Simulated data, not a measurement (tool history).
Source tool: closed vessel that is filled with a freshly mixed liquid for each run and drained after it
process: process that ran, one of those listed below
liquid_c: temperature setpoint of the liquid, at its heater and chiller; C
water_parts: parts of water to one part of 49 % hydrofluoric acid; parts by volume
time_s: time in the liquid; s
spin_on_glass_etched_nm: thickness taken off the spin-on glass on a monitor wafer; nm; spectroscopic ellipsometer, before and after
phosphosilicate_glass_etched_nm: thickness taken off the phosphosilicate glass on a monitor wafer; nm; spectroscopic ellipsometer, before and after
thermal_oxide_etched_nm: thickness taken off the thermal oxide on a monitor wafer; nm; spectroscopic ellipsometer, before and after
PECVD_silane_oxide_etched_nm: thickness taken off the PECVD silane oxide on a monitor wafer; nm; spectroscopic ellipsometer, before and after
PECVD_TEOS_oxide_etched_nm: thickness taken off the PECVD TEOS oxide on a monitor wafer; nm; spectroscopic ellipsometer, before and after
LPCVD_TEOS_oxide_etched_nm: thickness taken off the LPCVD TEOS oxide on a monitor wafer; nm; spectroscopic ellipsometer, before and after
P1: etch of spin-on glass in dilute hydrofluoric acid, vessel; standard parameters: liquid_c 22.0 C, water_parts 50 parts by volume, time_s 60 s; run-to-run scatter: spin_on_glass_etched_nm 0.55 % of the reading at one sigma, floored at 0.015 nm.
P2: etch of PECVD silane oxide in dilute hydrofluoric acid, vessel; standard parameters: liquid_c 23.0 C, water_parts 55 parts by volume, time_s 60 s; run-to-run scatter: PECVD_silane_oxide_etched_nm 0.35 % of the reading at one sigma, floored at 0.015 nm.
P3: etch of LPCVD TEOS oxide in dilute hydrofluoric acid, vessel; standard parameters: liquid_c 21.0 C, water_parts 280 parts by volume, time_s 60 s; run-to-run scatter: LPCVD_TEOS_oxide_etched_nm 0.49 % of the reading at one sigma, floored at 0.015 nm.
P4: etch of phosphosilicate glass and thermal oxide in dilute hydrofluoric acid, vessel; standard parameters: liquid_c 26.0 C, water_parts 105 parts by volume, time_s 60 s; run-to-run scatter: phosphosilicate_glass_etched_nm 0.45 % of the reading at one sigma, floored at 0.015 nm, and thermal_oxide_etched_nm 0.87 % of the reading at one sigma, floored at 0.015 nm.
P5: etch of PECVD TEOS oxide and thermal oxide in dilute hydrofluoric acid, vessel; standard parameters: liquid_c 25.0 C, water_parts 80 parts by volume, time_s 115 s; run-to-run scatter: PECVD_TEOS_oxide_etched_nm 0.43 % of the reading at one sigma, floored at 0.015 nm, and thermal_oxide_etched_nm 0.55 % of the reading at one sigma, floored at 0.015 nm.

run   hour  process  liquid_c  water_parts  time_s  spin_on_glass_etched_nm  phosphosilicate_glass_etched_nm  thermal_oxide_etched_nm  PECVD_silane_oxide_etched_nm  PECVD_TEOS_oxide_etched_nm  LPCVD_TEOS_oxide_etched_nm
  1   10.7       P1      22.0           50      60                   31.593
  2   18.1       P4      33.0          105      60                                                    159.87                   3.7856
  3   25.2       P2      23.0           55      60                                                                                                           29.332
  4   36.7       P1      22.0           50      60                   31.787
  5   45.0       P5      25.0           80     115                                                                             7.1617                                                    35.758
  6   56.4       P1      22.0           50      95                   50.436
  7   67.1       P3      21.0          440      60                                                                                                                                                                   4.9481
  8   73.7       P3      21.0          280      30                                                                                                                                                                   4.5117
  9   79.5       P2      23.0           20      60                                                                                                           84.642
 10   85.2       P1      22.0           85      60                   17.903
 11   96.8       P4      26.0          105     105                                                    213.54                   5.0600
 12  108.5       P5      25.0           80     170                                                                            10.4230                                                    52.411
 13  115.7       P1      22.0           50      60                   31.743
 14  121.7       P5      25.0           20     115                                                                            30.9140                                                   154.170
 15  128.5       P1      28.0           50      60                   40.839
 16  138.4       P1      22.0           50      60                   31.924
 17  146.9       P1      22.0           20      30                   41.286
 18  159.5       P1      18.0           50      60                   26.710
 19  166.8       P2      23.0           55     115                                                                                                           56.306
 20  174.4       P5      17.5           80     115                                                                             5.1962                                                    26.245
 21  181.7       P5      25.0           80     115                                                                             7.1296                                                    35.684
 22  194.7       P4      26.0          105      60                                                    121.64                   2.9435
 23  203.9       P1      22.0           20      60                   81.758
 24  212.6       P4      26.0           25      60                                                    575.95                  13.9130
 25  219.1       P3      17.0          280      60                                                                                                                                                                   7.7393
 26  225.2       P1      22.0           50      60                   31.716
 27  233.1       P1      17.0           80      60                   15.491
 28  241.3       P1      22.0           75      30                   10.246
 29  252.2       P1      22.0           50      35                   18.634
 30  258.9       P3      21.0          280      60                                                                                                                                                                   9.0509
 31  271.5       P1      22.0           50      60                   31.357
 32  282.3       P2      27.5           55      60                                                                                                           35.240
 33  289.8       P1      22.0           50      60                   32.043
 34  297.7       P1      22.0           50      60                   30.461
 35  304.2       P1      22.0           50      60                   30.009
 36  314.1       P1      22.0           50      60                   29.296
 37  325.6       P1      22.0           50      60                   28.919
 38  334.5       P1      22.0           50      60                   28.852
 39  345.7       P1      22.0           50      60                   29.027
 40  357.9       P1      22.0           50      60                   28.493

What P1 gives has crept off from where it sat before. The 2 causes that follow fit the log equally well, each at the size noted:
A: liquid colder than its thermometer reads (K) = 2.31
B: hydrofluoric acid flow below the setpoint (%) = 8.7
Onset of the creep was near hour 289.8.

Which of the 4 check runs listed below, each an average over 3 wafers with its results shown as question marks, gives clearly different results under the different listed causes?
check 1  370.1       P4      26.0           50      85                                                         ?                        ?
check 2  370.1       P5      25.0           25     115                                                                                  ?                                                         ?
check 3  370.1       P2      26.0           55     100                                                                                                                ?
check 4  370.1       P3      21.0          280      30                                                                                                                                                                        ?

How each check would come out, cause by cause:
  check                           result     if A     if B
check 1  phosphosilicate_glass_etched_nm   357.25   356.14
check 1          thermal_oxide_etched_nm   8.5099   8.4834
check 2          thermal_oxide_etched_nm  22.2320  22.2980
check 2       PECVD_TEOS_oxide_etched_nm  111.530  111.860
check 3     PECVD_silane_oxide_etched_nm   50.344   50.134
check 4       LPCVD_TEOS_oxide_etched_nm   4.1233   4.0011
How far apart the two closest causes lie, in the result that separates them most: check 1 0.31 %; check 2 0.3 %; check 3 0.42 %; check 4 3.01 %
Only check 4 tells the causes apart: in the others they would give nearly the same result.

Running check 4 produced the following: LPCVD_TEOS_oxide_etched_nm 4.1068 nm. Which one of the listed causes fits?

The correct cause is A, namely: liquid colder than its thermometer reads (K).
